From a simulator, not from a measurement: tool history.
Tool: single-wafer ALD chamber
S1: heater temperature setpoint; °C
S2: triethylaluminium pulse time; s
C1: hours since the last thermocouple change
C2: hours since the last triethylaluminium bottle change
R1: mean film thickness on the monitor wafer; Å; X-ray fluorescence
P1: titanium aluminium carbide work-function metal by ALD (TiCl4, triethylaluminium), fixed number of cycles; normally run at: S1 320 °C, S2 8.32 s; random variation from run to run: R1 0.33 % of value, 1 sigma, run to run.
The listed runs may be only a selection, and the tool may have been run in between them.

| run | day | S1 | S2 | C1 | C2 | R1 |
|---|---|---|---|---|---|---|
| 1 | 0.521 | 320 | 8.32 | 212.3 | 843.1 | 21.058 |
| 2 | 0.954 | 332 | 10.72 | 222.7 | 853.5 | 22.883 |
| 3 | 1.317 | 320 | 8.32 | 231.4 | 862.2 | 21.101 |
| 4 | 1.929 | 320 | 12.94 | 246.1 | 876.9 | 21.945 |
| 5 | 2.571 | 320 | 3.11 | 261.5 | 892.3 | 14.578 |
| 6 | 3.246 | 320 | 8.32 | 277.7 | 908.5 | 21.084 |
| 7 | 3.600 | 320 | 8.32 | 286.2 | 917.0 | 21.001 |
| 8 | 3.988 | 320 | 8.32 | 295.5 | 926.3 | 21.000 |
| 9 | 4.550 | 310 | 4.74 | 309.0 | 939.8 | 17.185 |
| 10 | 4.850 | 338 | 12.16 | 316.2 | 947.0 | 23.528 |
| 11 | 5.350 | 306 | 8.32 | 328.2 | 959.0 | 19.954 |
| 12 | 5.883 | 320 | 8.32 | 341.0 | 971.8 | 20.939 |
| 13 | 6.283 | 344 | 8.32 | 350.6 | 981.4 | 22.969 |
| 14 | 6.867 | 320 | 8.32 | 364.6 | 995.4 | 20.973 |
| 15 | 7.542 | 320 | 8.32 | 380.8 | 1011.6 | 20.808 |
| 16 | 8.146 | 320 | 8.32 | 395.3 | 1026.1 | 20.835 |
| 17 | 8.725 | 320 | 8.32 | 409.2 | 1040.0 | 20.710 |
| 18 | 9.121 | 320 | 8.32 | 418.7 | 1049.5 | 20.632 |
| 19 | 9.579 | 320 | 8.32 | 429.7 | 1060.5 | 20.719 |
| 20 | 10.262 | 320 | 8.32 | 446.1 | 1076.9 | 20.650 |
| 21 | 10.912 | 320 | 8.32 | 461.7 | 1092.5 | 20.598 |
| 22 | 11.317 | 320 | 8.32 | 471.4 | 1102.2 | 20.664 |
| 23 | 11.792 | 320 | 8.32 | 482.8 | 1113.6 | 20.810 |

What P1 gives has crept off from where it sat before. The 2 causes that follow fit the log equally well, each at the size noted:
A: triethylaluminium dose below that of a fresh bottle (%) = 9.31
B: wafer temperature below the value expected at the setpoint (K) = 4.55
Creep in the process output first set in at about day 6.867.

Below are 4 check runs, each on a single wafer, with their results shown as question marks. Which of them would tell the listed causes apart, meaning the causes would give clearly different results under it?
| check 1 | 12.267 | 341 | 3.56 |  |  | ? |
| check 2 | 12.267 | 343 | 8.32 |  |  | ? |
| check 3 | 12.267 | 310 | 8.32 |  |  | ? |
| check 4 | 12.267 | 332 | 8.32 |  |  | ? |

How each check would come out, cause by cause:
| check | result | if A | if B |
|---|---|---|---|
| check 1 | R1 | 16.230 | 16.794 |
| check 2 | R1 | 22.547 | 22.578 |
| check 3 | R1 | 19.777 | 19.764 |
| check 4 | R1 | 21.617 | 21.633 |
Per check, the gap between the least separated pair of causes, taken in the result that splits them most: check 1 3.41 %; check 2 0.14 %; check 3 0.07 %; check 4 0.07 %
Check 1 is the one run that separates the causes; every other check would come out nearly the same whichever cause is at work.

Check 1 was then run and gave: R1 16.287 Å. Which cause is it?

The correct cause is A, namely: triethylaluminium dose below that of a fresh bottle (%).
